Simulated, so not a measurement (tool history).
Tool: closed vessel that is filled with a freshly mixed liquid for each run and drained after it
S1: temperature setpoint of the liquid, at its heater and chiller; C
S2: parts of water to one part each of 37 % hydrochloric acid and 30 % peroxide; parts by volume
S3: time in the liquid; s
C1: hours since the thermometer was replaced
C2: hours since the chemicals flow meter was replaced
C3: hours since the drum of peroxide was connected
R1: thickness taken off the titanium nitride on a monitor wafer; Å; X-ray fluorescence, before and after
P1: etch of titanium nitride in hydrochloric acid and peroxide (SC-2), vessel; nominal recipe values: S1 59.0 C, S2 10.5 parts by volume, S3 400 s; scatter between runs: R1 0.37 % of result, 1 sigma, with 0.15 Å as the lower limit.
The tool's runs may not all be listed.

{"run": 1, "hour": 8.8, "S1": 59.0, "S2": 10.5, "S3": 400, "C1": 538.5, "C2": 652.7, "C3": 343.9, "R1": 155.8}
{"run": 2, "hour": 15.4, "S1": 59.0, "S2": 14.5, "S3": 400, "C1": 545.1, "C2": 659.3, "C3": 350.5, "R1": 117.77}
{"hour": 15.7, "done": "thermometer replaced"}
{"run": 3, "hour": 27.7, "S1": 48.0, "S2": 17.5, "S3": 400, "C1": 12.0, "C2": 671.6, "C3": 362.8, "R1": 48.963}
{"run": 4, "hour": 36.1, "S1": 59.0, "S2": 10.5, "S3": 400, "C1": 20.4, "C2": 680.0, "C3": 371.2, "R1": 156.67}
{"run": 5, "hour": 42.9, "S1": 59.0, "S2": 10.5, "S3": 400, "C1": 27.2, "C2": 686.8, "C3": 378.0, "R1": 156.58}
{"run": 6, "hour": 54.4, "S1": 59.0, "S2": 10.5, "S3": 40, "C1": 38.7, "C2": 698.3, "C3": 389.5, "R1": 15.486}
{"run": 7, "hour": 67.3, "S1": 68.0, "S2": 10.5, "S3": 205, "C1": 51.6, "C2": 711.2, "C3": 402.4, "R1": 139.34}
{"run": 8, "hour": 80.2, "S1": 72.0, "S2": 10.5, "S3": 400, "C1": 64.5, "C2": 724.1, "C3": 415.3, "R1": 344.48}
{"run": 9, "hour": 92.5, "S1": 59.0, "S2": 10.5, "S3": 730, "C1": 76.8, "C2": 736.4, "C3": 427.6, "R1": 286.45}
{"run": 10, "hour": 98.8, "S1": 59.0, "S2": 4.0, "S3": 400, "C1": 83.1, "C2": 742.7, "C3": 433.9, "R1": 325.42}
{"run": 11, "hour": 104.8, "S1": 59.0, "S2": 10.5, "S3": 400, "C1": 89.1, "C2": 748.7, "C3": 439.9, "R1": 156.79}
{"run": 12, "hour": 111.9, "S1": 46.5, "S2": 10.5, "S3": 665, "C1": 96.2, "C2": 755.8, "C3": 447.0, "R1": 114.23}

Run 13 comes next. What will it give?
{"run": 13, "hour": 122.3, "S1": 59.0, "S2": 10.5, "S3": 400, "C1": 106.6, "C2": 766.2, "C3": 457.4, "R1": "?"}

Run 13 yielded R1 156.750 Å.

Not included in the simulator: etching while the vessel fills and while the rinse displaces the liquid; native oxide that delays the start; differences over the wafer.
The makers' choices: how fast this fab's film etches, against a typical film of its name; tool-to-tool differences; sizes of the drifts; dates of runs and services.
